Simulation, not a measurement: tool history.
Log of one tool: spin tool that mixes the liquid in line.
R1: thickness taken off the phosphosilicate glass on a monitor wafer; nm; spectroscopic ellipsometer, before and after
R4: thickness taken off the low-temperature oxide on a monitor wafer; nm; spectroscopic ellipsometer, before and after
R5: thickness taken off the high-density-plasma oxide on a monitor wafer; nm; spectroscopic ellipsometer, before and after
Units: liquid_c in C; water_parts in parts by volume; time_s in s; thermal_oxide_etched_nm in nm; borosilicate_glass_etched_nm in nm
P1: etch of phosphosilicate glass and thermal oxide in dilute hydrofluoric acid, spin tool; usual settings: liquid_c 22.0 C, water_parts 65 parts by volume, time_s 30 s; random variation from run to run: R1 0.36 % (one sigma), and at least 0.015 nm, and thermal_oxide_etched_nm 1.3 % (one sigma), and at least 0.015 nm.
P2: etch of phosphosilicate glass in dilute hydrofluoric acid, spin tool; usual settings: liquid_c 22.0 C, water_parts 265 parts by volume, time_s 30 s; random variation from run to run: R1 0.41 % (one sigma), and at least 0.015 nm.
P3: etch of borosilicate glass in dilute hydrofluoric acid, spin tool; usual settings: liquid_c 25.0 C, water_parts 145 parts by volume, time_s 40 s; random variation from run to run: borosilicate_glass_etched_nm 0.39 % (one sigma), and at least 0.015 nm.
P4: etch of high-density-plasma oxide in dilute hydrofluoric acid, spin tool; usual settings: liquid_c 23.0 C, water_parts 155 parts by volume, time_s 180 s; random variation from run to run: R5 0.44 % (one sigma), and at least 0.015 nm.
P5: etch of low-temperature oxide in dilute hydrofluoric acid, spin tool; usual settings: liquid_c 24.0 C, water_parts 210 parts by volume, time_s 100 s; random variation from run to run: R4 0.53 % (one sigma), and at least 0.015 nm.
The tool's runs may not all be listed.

Run 1, hour 3.4: process P1, liquid_c 22.0 C, water_parts 65 parts by volume, time_s 30 s. Result: R1 53.8850 nm, thermal_oxide_etched_nm 2.1402 nm.
Run 2, hour 8.0: process P3, liquid_c 25.0 C, water_parts 35 parts by volume, time_s 40 s. Result: borosilicate_glass_etched_nm 35.3920 nm.
Run 3, hour 10.9: process P1, liquid_c 22.0 C, water_parts 110 parts by volume, time_s 30 s. Result: R1 30.2610 nm, thermal_oxide_etched_nm 1.2362 nm.
Run 4, hour 13.6: process P2, liquid_c 22.0 C, water_parts 265 parts by volume, time_s 55 s. Result: R1 9.4299 nm.
Run 5, hour 16.2: process P1, liquid_c 22.0 C, water_parts 65 parts by volume, time_s 30 s. Result: R1 53.9040 nm, thermal_oxide_etched_nm 2.1740 nm.
Run 6, hour 20.9: process P5, liquid_c 24.0 C, water_parts 210 parts by volume, time_s 100 s. Result: R4 9.4640 nm.
Run 7, hour 24.8: process P2, liquid_c 22.0 C, water_parts 265 parts by volume, time_s 30 s. Result: R1 5.1618 nm.
Run 8, hour 29.0: process P4, liquid_c 23.0 C, water_parts 155 parts by volume, time_s 180 s. Result: R5 9.1709 nm.
Run 9, hour 33.9: process P5, liquid_c 24.0 C, water_parts 210 parts by volume, time_s 100 s. Result: R4 9.4607 nm.
Run 10, hour 37.7: process P3, liquid_c 25.0 C, water_parts 145 parts by volume, time_s 40 s. Result: borosilicate_glass_etched_nm 7.4183 nm.
Run 11, hour 40.7: process P2, liquid_c 17.5 C, water_parts 265 parts by volume, time_s 30 s. Result: R1 4.3326 nm.
Run 12, hour 44.2: process P3, liquid_c 18.0 C, water_parts 145 parts by volume, time_s 40 s. Result: borosilicate_glass_etched_nm 5.6504 nm.
Run 13, hour 49.6: process P5, liquid_c 24.0 C, water_parts 315 parts by volume, time_s 100 s. Result: R4 5.6803 nm.
Run 14, hour 53.7: process P4, liquid_c 23.0 C, water_parts 155 parts by volume, time_s 310 s. Result: R5 15.9250 nm.
Run 15, hour 56.7: process P1, liquid_c 22.0 C, water_parts 65 parts by volume, time_s 30 s. Result: R1 53.6120 nm, thermal_oxide_etched_nm 2.1501 nm.
Run 16, hour 62.0: process P3, liquid_c 25.0 C, water_parts 145 parts by volume, time_s 15 s. Result: borosilicate_glass_etched_nm 2.7821 nm.
Run 17, hour 65.3: process P1, liquid_c 17.0 C, water_parts 65 parts by volume, time_s 55 s. Result: R1 80.1960 nm, thermal_oxide_etched_nm 3.2042 nm.
Run 18, hour 70.3: process P2, liquid_c 22.0 C, water_parts 55 parts by volume, time_s 30 s. Result: R1 31.4070 nm.
Run 19, hour 75.7: process P1, liquid_c 29.5 C, water_parts 65 parts by volume, time_s 30 s. Result: R1 72.5680 nm, thermal_oxide_etched_nm 2.9734 nm.
Run 20, hour 80.7: process P1, liquid_c 22.0 C, water_parts 65 parts by volume, time_s 30 s. Result: R1 53.7650 nm, thermal_oxide_etched_nm 2.1203 nm.
Run 21, hour 85.7: process P1, liquid_c 22.0 C, water_parts 65 parts by volume, time_s 15 s. Result: R1 26.8940 nm, thermal_oxide_etched_nm 1.0949 nm.
Run 22, hour 89.4: process P1, liquid_c 22.0 C, water_parts 35 parts by volume, time_s 15 s. Result: R1 51.7220 nm, thermal_oxide_etched_nm 2.0695 nm.
Run 23, hour 92.0: process P1, liquid_c 22.0 C, water_parts 65 parts by volume, time_s 50 s. Result: R1 89.5230 nm, thermal_oxide_etched_nm 3.6705 nm.
Run 24, hour 95.6: process P5, liquid_c 24.0 C, water_parts 210 parts by volume, time_s 195 s. Result: R4 18.6300 nm.
Run 25, hour 100.9: process P1, liquid_c 26.0 C, water_parts 65 parts by volume, time_s 15 s. Result: R1 31.7240 nm, thermal_oxide_etched_nm 1.2646 nm.
Run 26, hour 105.7: process P5, liquid_c 17.0 C, water_parts 210 parts by volume, time_s 100 s. Result: R4 7.3059 nm.
Run 27, hour 110.3: process P4, liquid_c 17.5 C, water_parts 155 parts by volume, time_s 180 s. Result: R5 7.4437 nm.
Run 28, hour 112.8: process P2, liquid_c 22.0 C, water_parts 265 parts by volume, time_s 30 s. Result: R1 5.1460 nm.
Run 29, hour 116.1: process P1, liquid_c 17.0 C, water_parts 65 parts by volume, time_s 30 s. Result: R1 43.7330 nm, thermal_oxide_etched_nm 1.7571 nm.
Run 30, hour 119.5: process P1, liquid_c 22.0 C, water_parts 25 parts by volume, time_s 30 s. Result: R1 147.7300 nm, thermal_oxide_etched_nm 5.9337 nm.
Run 31, hour 122.4: process P4, liquid_c 23.0 C, water_parts 25 parts by volume, time_s 180 s. Result: R5 66.7280 nm.
Run 32, hour 125.9: process P1, liquid_c 22.0 C, water_parts 65 parts by volume, time_s 30 s. Result: R1 53.9290 nm, thermal_oxide_etched_nm 2.1498 nm.
Run 33, hour 129.1: process P1, liquid_c 22.0 C, water_parts 65 parts by volume, time_s 30 s. Result: R1 51.6940 nm, thermal_oxide_etched_nm 2.1042 nm.

The next listed run, before its measurement:
Run 34, hour 134.6: process P1, liquid_c 22.0 C, water_parts 65 parts by volume, time_s 30 s. Result: R1 ?, thermal_oxide_etched_nm ?.

Run 34 gave R1 50.2540 nm, thermal_oxide_etched_nm 2.0486 nm.

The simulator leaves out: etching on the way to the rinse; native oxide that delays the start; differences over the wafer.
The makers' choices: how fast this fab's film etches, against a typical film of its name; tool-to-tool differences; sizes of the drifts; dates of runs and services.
